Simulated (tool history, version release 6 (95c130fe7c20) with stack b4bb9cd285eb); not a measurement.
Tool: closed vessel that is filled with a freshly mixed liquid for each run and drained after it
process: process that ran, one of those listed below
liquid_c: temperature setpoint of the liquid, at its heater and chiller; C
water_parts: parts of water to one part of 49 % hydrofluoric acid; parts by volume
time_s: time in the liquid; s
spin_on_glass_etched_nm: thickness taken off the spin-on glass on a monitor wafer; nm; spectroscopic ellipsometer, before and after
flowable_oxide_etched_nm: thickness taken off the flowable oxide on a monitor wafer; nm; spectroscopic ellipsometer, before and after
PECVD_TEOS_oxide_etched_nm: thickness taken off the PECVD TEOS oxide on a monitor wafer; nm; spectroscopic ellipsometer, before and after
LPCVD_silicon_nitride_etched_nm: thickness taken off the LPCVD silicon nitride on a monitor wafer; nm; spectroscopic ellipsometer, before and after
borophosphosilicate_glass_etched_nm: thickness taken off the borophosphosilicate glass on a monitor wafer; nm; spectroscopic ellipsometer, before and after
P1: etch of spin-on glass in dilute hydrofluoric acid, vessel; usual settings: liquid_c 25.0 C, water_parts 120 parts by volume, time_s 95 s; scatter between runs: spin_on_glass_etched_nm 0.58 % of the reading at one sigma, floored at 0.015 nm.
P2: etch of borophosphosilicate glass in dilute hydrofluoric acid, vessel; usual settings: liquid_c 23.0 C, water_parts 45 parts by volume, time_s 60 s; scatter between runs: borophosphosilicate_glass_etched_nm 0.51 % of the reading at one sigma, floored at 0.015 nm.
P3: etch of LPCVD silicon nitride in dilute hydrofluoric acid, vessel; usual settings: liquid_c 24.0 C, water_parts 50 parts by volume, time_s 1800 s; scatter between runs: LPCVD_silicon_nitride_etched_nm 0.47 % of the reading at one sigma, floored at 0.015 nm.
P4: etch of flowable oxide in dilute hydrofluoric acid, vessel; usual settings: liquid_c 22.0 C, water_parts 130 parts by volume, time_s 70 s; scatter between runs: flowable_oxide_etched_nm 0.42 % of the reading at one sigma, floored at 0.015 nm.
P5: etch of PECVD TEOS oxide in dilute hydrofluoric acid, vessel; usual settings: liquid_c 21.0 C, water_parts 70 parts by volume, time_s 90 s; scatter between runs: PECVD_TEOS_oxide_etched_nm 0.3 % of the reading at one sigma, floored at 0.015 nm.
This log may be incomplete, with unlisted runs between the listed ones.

run	hour	process	liquid_c	water_parts	time_s	hours since the thermometer was replaced	hours since the hydrofluoric acid flow meter was replaced	spin_on_glass_etched_nm	flowable_oxide_etched_nm	PECVD_TEOS_oxide_etched_nm	LPCVD_silicon_nitride_etched_nm	borophosphosilicate_glass_etched_nm
1	3.9	P1	25.0	120	95	430.7	971.7	17.2990				
2	6.5	P4	22.0	130	30	433.3	974.3		5.4009			
3	10.4	P5	21.0	70	90	437.2	978.2			10.2180		
4	14.6	P5	21.0	70	145	441.4	982.4			16.4360		
5	16.9	P1	25.0	120	95	443.7	984.7	17.0320				
6	20.8	P3	28.0	50	1800	447.6	988.6				26.85400	
7	23.1	P3	24.0	25	1800	449.9	990.9				40.08700	
8	27.0	P5	17.0	70	90	453.8	994.8			8.6604		
9	29.3	P4	22.0	130	70	456.1	997.1		12.5490			
10	32.3	P1	25.0	215	95	459.1	1000.1	8.7104				
11	34.8	P1	25.0	120	95	461.6	1002.6	17.4260				
12	36.9	P1	33.0	120	170	463.7	1004.7	41.3490				
13	40.7	P2	23.0	45	60	467.5	1008.5					104.20
14	45.1	P1	25.0	120	30	471.9	1012.9	5.4186				
15	48.4	P1	17.0	120	95	475.2	1016.2	12.4450				
16	52.3	P1	20.5	210	95	479.1	1020.1	7.5129				
17	56.2	P1	25.0	65	145	483.0	1024.0	51.5920				
18	59.7	P4	26.5	130	70	486.5	1027.5		15.0480			
19	63.6	P3	24.0	50	30	490.4	1031.4				0.35908	
20	66.0	P2	23.0	45	120	492.8	1033.8					205.65
21	69.4	P1	31.5	120	95	496.2	1037.2	21.9470				
22	74.0	P5	21.0	130	90	500.8	1041.8			5.1651		
23	78.0	P2	23.0	20	60	504.8	1045.8					239.47
24	81.6	P1	25.0	120	175	508.4	1049.4	31.8280				

Expected results for the next run?
# hour 81.7: hydrofluoric acid flow meter replaced
25	85.1	P3	24.0	50	1800	511.9	3.4				?	

{"run 25": {"LPCVD_silicon_nitride_etched_nm": 20.7}}
